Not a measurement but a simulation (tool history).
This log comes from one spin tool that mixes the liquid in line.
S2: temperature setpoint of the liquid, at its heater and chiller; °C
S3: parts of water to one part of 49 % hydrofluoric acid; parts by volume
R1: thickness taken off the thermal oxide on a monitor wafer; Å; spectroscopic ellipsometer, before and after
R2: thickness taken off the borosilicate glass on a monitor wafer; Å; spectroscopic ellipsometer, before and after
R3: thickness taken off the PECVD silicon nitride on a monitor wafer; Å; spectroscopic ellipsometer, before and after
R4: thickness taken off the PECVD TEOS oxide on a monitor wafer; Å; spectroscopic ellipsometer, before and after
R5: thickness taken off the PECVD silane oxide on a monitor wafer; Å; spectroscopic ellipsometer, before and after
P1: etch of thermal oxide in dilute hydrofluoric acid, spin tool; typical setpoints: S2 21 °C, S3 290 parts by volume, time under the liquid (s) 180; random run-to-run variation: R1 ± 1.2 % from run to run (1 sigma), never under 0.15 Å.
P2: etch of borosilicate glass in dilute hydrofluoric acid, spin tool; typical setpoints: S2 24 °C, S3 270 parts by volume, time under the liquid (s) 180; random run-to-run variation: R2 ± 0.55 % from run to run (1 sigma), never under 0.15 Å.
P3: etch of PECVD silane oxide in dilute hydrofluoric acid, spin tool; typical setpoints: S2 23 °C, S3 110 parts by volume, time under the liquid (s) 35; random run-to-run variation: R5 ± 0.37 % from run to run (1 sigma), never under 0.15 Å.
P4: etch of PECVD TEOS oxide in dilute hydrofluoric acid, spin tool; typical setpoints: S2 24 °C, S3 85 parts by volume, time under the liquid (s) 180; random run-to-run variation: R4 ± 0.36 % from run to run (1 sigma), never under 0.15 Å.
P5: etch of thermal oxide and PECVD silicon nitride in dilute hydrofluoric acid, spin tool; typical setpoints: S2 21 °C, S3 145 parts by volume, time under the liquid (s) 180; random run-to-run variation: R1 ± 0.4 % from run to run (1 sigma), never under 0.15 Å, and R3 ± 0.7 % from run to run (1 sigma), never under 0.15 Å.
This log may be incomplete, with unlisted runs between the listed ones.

run 1 day=0.229 | process_that_ran=P1 S2=21 S3=290 time_under_the_liquid_(s)=180 | R1=20.422
run 2 day=0.504 | process_that_ran=P1 S2=21 S3=290 time_under_the_liquid_(s)=85 | R1=9.4459
run 3 day=0.858 | process_that_ran=P1 S2=29 S3=290 time_under_the_liquid_(s)=55 | R1=8.4889
run 4 day=1.262 | process_that_ran=P2 S2=19.5 S3=270 time_under_the_liquid_(s)=180 | R2=120.72
run 5 day=1.675 | process_that_ran=P1 S2=21 S3=290 time_under_the_liquid_(s)=180 | R1=21.131
run 6 day=2.054 | process_that_ran=P5 S2=21 S3=145 time_under_the_liquid_(s)=180 | R1=50.051 R3=36.305
run 7 day=2.446 | process_that_ran=P1 S2=21 S3=290 time_under_the_liquid_(s)=315 | R1=35.716
run 8 day=2.646 | process_that_ran=P1 S2=21 S3=495 time_under_the_liquid_(s)=180 | R1=10.153
run 9 day=2.954 | process_that_ran=P4 S2=24 S3=85 time_under_the_liquid_(s)=180 | R4=240.07
run 10 day=3.388 | process_that_ran=P5 S2=21 S3=145 time_under_the_liquid_(s)=310 | R1=86.191 R3=61.656
run 11 day=3.704 | process_that_ran=P1 S2=21 S3=290 time_under_the_liquid_(s)=180 | R1=20.167
run 12 day=4.146 | process_that_ran=P5 S2=21 S3=60 time_under_the_liquid_(s)=180 | R1=133 R3=85.652
run 13 day=4.467 | process_that_ran=P4 S2=24 S3=85 time_under_the_liquid_(s)=180 | R4=239.6
run 14 day=4.888 | process_that_ran=P3 S2=23 S3=110 time_under_the_liquid_(s)=35 | R5=86.215
run 15 day=5.262 | process_that_ran=P1 S2=21 S3=290 time_under_the_liquid_(s)=180 | R1=20.551
-- day=5.425 thermometer replaced
run 16 day=5.542 | process_that_ran=P5 S2=29.5 S3=145 time_under_the_liquid_(s)=180 | R1=68.371 R3=62.295
run 17 day=5.896 | process_that_ran=P3 S2=23 S3=110 time_under_the_liquid_(s)=35 | R5=86.118
run 18 day=6.138 | process_that_ran=P3 S2=23 S3=35 time_under_the_liquid_(s)=35 | R5=296.19
run 19 day=6.404 | process_that_ran=P1 S2=21 S3=290 time_under_the_liquid_(s)=180 | R1=20.577
run 20 day=6.608 | process_that_ran=P2 S2=24 S3=270 time_under_the_liquid_(s)=15 | R2=11.874
run 21 day=6.871 | process_that_ran=P1 S2=21 S3=110 time_under_the_liquid_(s)=180 | R1=64.229
run 22 day=7.25 | process_that_ran=P2 S2=24 S3=270 time_under_the_liquid_(s)=180 | R2=143.39
run 23 day=7.654 | process_that_ran=P4 S2=31.5 S3=85 time_under_the_liquid_(s)=180 | R4=320.76
run 24 day=8.088 | process_that_ran=P1 S2=27 S3=290 time_under_the_liquid_(s)=180 | R1=25.022
run 25 day=8.404 | process_that_ran=P3 S2=23 S3=110 time_under_the_liquid_(s)=15 | R5=36.563
run 26 day=8.846 | process_that_ran=P4 S2=24 S3=115 time_under_the_liquid_(s)=180 | R4=170.08
run 27 day=9.225 | process_that_ran=P4 S2=24 S3=85 time_under_the_liquid_(s)=15 | R4=20.302
run 28 day=9.417 | process_that_ran=P1 S2=17 S3=170 time_under_the_liquid_(s)=180 | R1=33.831
run 29 day=9.642 | process_that_ran=P2 S2=24 S3=115 time_under_the_liquid_(s)=180 | R2=396.67
run 30 day=9.996 | process_that_ran=P1 S2=17 S3=290 time_under_the_liquid_(s)=180 | R1=18.158
run 31 day=10.292 | process_that_ran=P3 S2=30.5 S3=110 time_under_the_liquid_(s)=35 | R5=114.13
run 32 day=10.588 | process_that_ran=P1 S2=21 S3=290 time_under_the_liquid_(s)=180 | R1=20.945
run 33 day=10.792 | process_that_ran=P2 S2=24 S3=270 time_under_the_liquid_(s)=180 | R2=144.4
run 34 day=11.167 | process_that_ran=P1 S2=21 S3=290 time_under_the_liquid_(s)=180 | R1=20.065
run 35 day=11.483 | process_that_ran=P1 S2=21 S3=290 time_under_the_liquid_(s)=180 | R1=21.179
run 36 day=11.738 | process_that_ran=P1 S2=21 S3=290 time_under_the_liquid_(s)=180 | R1=21.545
run 37 day=12.154 | process_that_ran=P1 S2=21 S3=290 time_under_the_liquid_(s)=180 | R1=21.865
run 38 day=12.496 | process_that_ran=P1 S2=21 S3=290 time_under_the_liquid_(s)=180 | R1=22.128
run 39 day=12.733 | process_that_ran=P1 S2=21 S3=290 time_under_the_liquid_(s)=180 | R1=22.524
run 40 day=12.942 | process_that_ran=P1 S2=21 S3=290 time_under_the_liquid_(s)=180 | R1=22.498
run 41 day=13.362 | process_that_ran=P1 S2=21 S3=290 time_under_the_liquid_(s)=180 | R1=21.614
run 42 day=13.633 | process_that_ran=P1 S2=21 S3=290 time_under_the_liquid_(s)=180 | R1=22.641
run 43 day=13.929 | process_that_ran=P1 S2=21 S3=290 time_under_the_liquid_(s)=180 | R1=22.305
run 44 day=14.267 | process_that_ran=P1 S2=21 S3=290 time_under_the_liquid_(s)=180 | R1=22.488

The output of P1 has drifted from where it used to be. Each of the 2 causes below, taken at the size shown beside it, accounts for the log equally well:
A: liquid hotter than its thermometer reads (K) = 1.97
B: hydrofluoric acid flow above the setpoint (%) = 5.75
At approximately day 11.167, the process output began to creep.

Listed below are the offered check runs, one wafer per run, with question marks in place of results. For which of them would the causes give clearly different outcomes?
run check 1 day=14.604 | process_that_ran=P5 S2=25 S3=145 time_under_the_liquid_(s)=180 | R1=? R3=?
run check 2 day=14.604 | process_that_ran=P2 S2=24 S3=270 time_under_the_liquid_(s)=100 | R2=?
run check 3 day=14.604 | process_that_ran=P3 S2=27.5 S3=110 time_under_the_liquid_(s)=20 | R5=?
run check 4 day=14.604 | process_that_ran=P4 S2=28.5 S3=85 time_under_the_liquid_(s)=15 | R4=?

Predicted outcomes, by check and by cause:
check=check_1 result=R1 if_A=62.89 if_B=62.335
check=check_1 result=R3 if_A=53.173 if_B=49.593
check=check_2 result=R2 if_A=85.139 if_B=85.298
check=check_3 result=R5 if_A=62.987 if_B=62.329
check=check_4 result=R4 if_A=25.669 if_B=25.342
Per check, the gap between the least separated pair of causes, taken in the result that splits them most: check 1 6.97 %; check 2 0.19 %; check 3 1.05 %; check 4 1.28 %
Check 1 distinguishes between the causes, while the remaining checks would return nearly the same result for all of them.

Check 1 has now been run. It gave: R1 63.224 Å; R3 53.095 Å. Which of the candidate causes is it?

Of the candidate causes, it is A: liquid hotter than its thermometer reads (K).
